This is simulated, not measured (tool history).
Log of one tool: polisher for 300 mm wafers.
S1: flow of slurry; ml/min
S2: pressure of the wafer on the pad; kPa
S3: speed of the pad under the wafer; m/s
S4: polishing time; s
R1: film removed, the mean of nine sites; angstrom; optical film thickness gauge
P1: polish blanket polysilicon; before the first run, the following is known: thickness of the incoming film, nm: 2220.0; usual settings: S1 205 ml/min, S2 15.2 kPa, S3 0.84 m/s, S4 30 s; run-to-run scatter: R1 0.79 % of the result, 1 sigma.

run    day   S1    S2    S3  S4       R1
  1  0.517  205  15.2  0.84  30  1520.20
  2  1.217  205  15.2  1.24  30  2208.40
  3  1.821  125  15.2  1.18  30  1938.90
  4  2.371  205  15.2  0.84  14   709.94
  5  2.829  270  15.2  0.84  30  1556.90
  6  3.417  205  15.2  0.84  45  2270.90
  7  3.971  205  11.0  0.84  23   850.34
  8  4.483  205  22.8  0.84  30  2286.80
  9  5.071  205  10.3  0.84  30  1044.00
 10  5.467  205  15.2  0.84  30  1527.70
 11  5.908  205  15.2  0.52  30   937.02

Run 12, settings as shown, results not yet in. Your forecast:
 12  6.304  205  15.2  0.84  30   ?

Run 12 gave R1 1533.00 angstrom.
